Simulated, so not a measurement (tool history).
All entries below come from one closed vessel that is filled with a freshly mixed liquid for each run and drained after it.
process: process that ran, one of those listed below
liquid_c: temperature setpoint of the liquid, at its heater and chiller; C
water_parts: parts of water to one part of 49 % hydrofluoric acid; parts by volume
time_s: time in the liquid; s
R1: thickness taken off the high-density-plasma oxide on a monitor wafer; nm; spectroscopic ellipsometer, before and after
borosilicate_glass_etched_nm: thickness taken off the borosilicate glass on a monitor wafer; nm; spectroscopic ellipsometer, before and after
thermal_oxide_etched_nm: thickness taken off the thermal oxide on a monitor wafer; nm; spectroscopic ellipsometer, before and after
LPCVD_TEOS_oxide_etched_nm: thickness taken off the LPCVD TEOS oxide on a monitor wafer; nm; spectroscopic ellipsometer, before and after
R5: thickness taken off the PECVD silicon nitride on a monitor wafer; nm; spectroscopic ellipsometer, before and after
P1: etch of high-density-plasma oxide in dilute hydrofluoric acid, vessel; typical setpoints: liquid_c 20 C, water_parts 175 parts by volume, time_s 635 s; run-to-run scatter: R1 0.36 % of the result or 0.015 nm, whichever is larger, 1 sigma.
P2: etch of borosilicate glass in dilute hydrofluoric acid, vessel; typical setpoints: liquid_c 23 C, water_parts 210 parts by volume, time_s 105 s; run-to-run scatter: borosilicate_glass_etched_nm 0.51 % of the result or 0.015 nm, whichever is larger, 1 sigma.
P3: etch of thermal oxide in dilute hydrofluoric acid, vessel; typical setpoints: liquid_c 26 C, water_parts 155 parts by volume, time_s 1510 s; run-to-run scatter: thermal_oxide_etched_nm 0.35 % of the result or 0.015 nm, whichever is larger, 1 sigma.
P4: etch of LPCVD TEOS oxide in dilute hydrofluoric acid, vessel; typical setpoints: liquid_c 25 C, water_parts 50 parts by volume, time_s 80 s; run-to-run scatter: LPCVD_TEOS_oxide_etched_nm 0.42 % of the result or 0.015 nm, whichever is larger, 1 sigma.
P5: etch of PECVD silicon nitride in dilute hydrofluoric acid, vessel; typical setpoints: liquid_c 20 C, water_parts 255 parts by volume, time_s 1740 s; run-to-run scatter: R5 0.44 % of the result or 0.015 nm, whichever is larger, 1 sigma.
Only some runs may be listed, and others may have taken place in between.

{"run": 1, "hour": 10.1, "process": "P1", "liquid_c": 20, "water_parts": 175, "time_s": 635, "R1": 23.063}
{"run": 2, "hour": 23.0, "process": "P2", "liquid_c": 17, "water_parts": 210, "time_s": 105, "borosilicate_glass_etched_nm": 9.9417}
{"run": 3, "hour": 37.8, "process": "P1", "liquid_c": 20, "water_parts": 300, "time_s": 240, "R1": 4.5076}
{"run": 4, "hour": 48.3, "process": "P1", "liquid_c": 20, "water_parts": 25, "time_s": 635, "R1": 189.07}
{"run": 5, "hour": 57.9, "process": "P1", "liquid_c": 24.5, "water_parts": 175, "time_s": 635, "R1": 27.336}
{"run": 6, "hour": 73.2, "process": "P2", "liquid_c": 23, "water_parts": 210, "time_s": 50, "borosilicate_glass_etched_nm": 5.9328}
{"run": 7, "hour": 83.8, "process": "P1", "liquid_c": 20, "water_parts": 255, "time_s": 1235, "R1": 28.227}
{"run": 8, "hour": 94.9, "process": "P1", "liquid_c": 20, "water_parts": 175, "time_s": 1075, "R1": 38.906}
{"run": 9, "hour": 102.5, "process": "P3", "liquid_c": 26, "water_parts": 155, "time_s": 1510, "thermal_oxide_etched_nm": 47.657}
{"run": 10, "hour": 113.8, "process": "P3", "liquid_c": 26, "water_parts": 55, "time_s": 1510, "thermal_oxide_etched_nm": 153.43}
{"run": 11, "hour": 120.6, "process": "P4", "liquid_c": 25, "water_parts": 50, "time_s": 80, "LPCVD_TEOS_oxide_etched_nm": 53.874}
{"run": 12, "hour": 129.1, "process": "P5", "liquid_c": 20, "water_parts": 255, "time_s": 225, "R5": 3.8707}
{"run": 13, "hour": 136.7, "process": "P5", "liquid_c": 17, "water_parts": 255, "time_s": 1740, "R5": 24.935}
{"run": 14, "hour": 151.4, "process": "P4", "liquid_c": 17, "water_parts": 50, "time_s": 80, "LPCVD_TEOS_oxide_etched_nm": 38.385}
{"run": 15, "hour": 164.7, "process": "P1", "liquid_c": 20, "water_parts": 175, "time_s": 330, "R1": 11.969}
{"run": 16, "hour": 171.7, "process": "P3", "liquid_c": 26, "water_parts": 155, "time_s": 2420, "thermal_oxide_etched_nm": 76.027}
{"run": 17, "hour": 181.0, "process": "P1", "liquid_c": 20, "water_parts": 175, "time_s": 635, "R1": 23.07}
{"run": 18, "hour": 195.6, "process": "P5", "liquid_c": 20, "water_parts": 255, "time_s": 1740, "R5": 30.139}
{"run": 19, "hour": 206.2, "process": "P2", "liquid_c": 23, "water_parts": 310, "time_s": 105, "borosilicate_glass_etched_nm": 7.7602}
{"run": 20, "hour": 220.1, "process": "P5", "liquid_c": 20, "water_parts": 90, "time_s": 1740, "R5": 83.083}
{"run": 21, "hour": 234.2, "process": "P3", "liquid_c": 22, "water_parts": 155, "time_s": 1510, "thermal_oxide_etched_nm": 40.722}
{"run": 22, "hour": 246.8, "process": "P1", "liquid_c": 17, "water_parts": 175, "time_s": 635, "R1": 20.354}
{"run": 23, "hour": 257.5, "process": "P2", "liquid_c": 23, "water_parts": 210, "time_s": 105, "borosilicate_glass_etched_nm": 12.375}
{"run": 24, "hour": 268.8, "process": "P1", "liquid_c": 20, "water_parts": 175, "time_s": 635, "R1": 23.055}
{"run": 25, "hour": 278.7, "process": "P1", "liquid_c": 20, "water_parts": 295, "time_s": 635, "R1": 12.207}
{"run": 26, "hour": 290.2, "process": "P1", "liquid_c": 20, "water_parts": 175, "time_s": 635, "R1": 22.88}
{"run": 27, "hour": 299.9, "process": "P4", "liquid_c": 25, "water_parts": 50, "time_s": 150, "LPCVD_TEOS_oxide_etched_nm": 101.17}
{"run": 28, "hour": 313.7, "process": "P4", "liquid_c": 25, "water_parts": 20, "time_s": 80, "LPCVD_TEOS_oxide_etched_nm": 138.83}
{"run": 29, "hour": 329.1, "process": "P1", "liquid_c": 20, "water_parts": 175, "time_s": 635, "R1": 22.982}
{"run": 30, "hour": 341.2, "process": "P5", "liquid_c": 20, "water_parts": 255, "time_s": 1740, "R5": 30.671}
{"run": 31, "hour": 354.4, "process": "P1", "liquid_c": 20, "water_parts": 175, "time_s": 635, "R1": 22.983}
{"run": 32, "hour": 362.3, "process": "P2", "liquid_c": 23, "water_parts": 210, "time_s": 105, "borosilicate_glass_etched_nm": 12.565}
{"run": 33, "hour": 372.0, "process": "P1", "liquid_c": 20, "water_parts": 175, "time_s": 635, "R1": 23.041}
{"run": 34, "hour": 387.7, "process": "P1", "liquid_c": 20, "water_parts": 175, "time_s": 635, "R1": 22.078}
{"run": 35, "hour": 403.2, "process": "P1", "liquid_c": 20, "water_parts": 175, "time_s": 635, "R1": 21.609}
{"run": 36, "hour": 413.3, "process": "P1", "liquid_c": 20, "water_parts": 175, "time_s": 635, "R1": 21.41}
{"run": 37, "hour": 428.7, "process": "P1", "liquid_c": 20, "water_parts": 175, "time_s": 635, "R1": 21.321}
{"run": 38, "hour": 437.8, "process": "P1", "liquid_c": 20, "water_parts": 175, "time_s": 635, "R1": 21.369}
{"run": 39, "hour": 446.3, "process": "P1", "liquid_c": 20, "water_parts": 175, "time_s": 635, "R1": 21.183}

P1 no longer gives what it gave before; its output has crept away from where it was. The following 2 causes, each at its listed size, fit the log equally well:
A: liquid colder than its thermometer reads (K) = 1.98
B: hydrofluoric acid flow below the setpoint (%) = 6.42
The gradual shift began around hour 372.

Consider the 4 single-wafer check runs listed below, results given as question marks: which one distinguishes between the causes by giving clearly different results for each?
{"run": "check 1", "hour": 454.8, "process": "P3", "liquid_c": 26, "water_parts": 155, "time_s": 1510, "thermal_oxide_etched_nm": "?"}
{"run": "check 2", "hour": 454.8, "process": "P5", "liquid_c": 20, "water_parts": 255, "time_s": 1740, "R5": "?"}
{"run": "check 3", "hour": 454.8, "process": "P4", "liquid_c": 25, "water_parts": 50, "time_s": 80, "LPCVD_TEOS_oxide_etched_nm": "?"}
{"run": "check 4", "hour": 454.8, "process": "P2", "liquid_c": 23, "water_parts": 210, "time_s": 105, "borosilicate_glass_etched_nm": "?"}

Expected result of each check under each candidate cause:
check=check_1 result=thermal_oxide_etched_nm if_A=44.109 if_B=43.923
check=check_2 result=R5 if_A=26.682 if_B=28.462
check=check_3 result=LPCVD_TEOS_oxide_etched_nm if_A=49.672 if_B=50.195
check=check_4 result=borosilicate_glass_etched_nm if_A=11.619 if_B=11.54
Separation of the two closest causes in each check, using whichever result separates them best: check 1 0.42 %; check 2 6.46 %; check 3 1.05 %; check 4 0.69 %
The causes can be told apart only by check 2. The other checks would give nearly the same results under each of them.

After running check 2, the following was obtained: R5 28.255 nm. Which cause does this point to?

It was cause B: hydrofluoric acid flow below the setpoint (%).
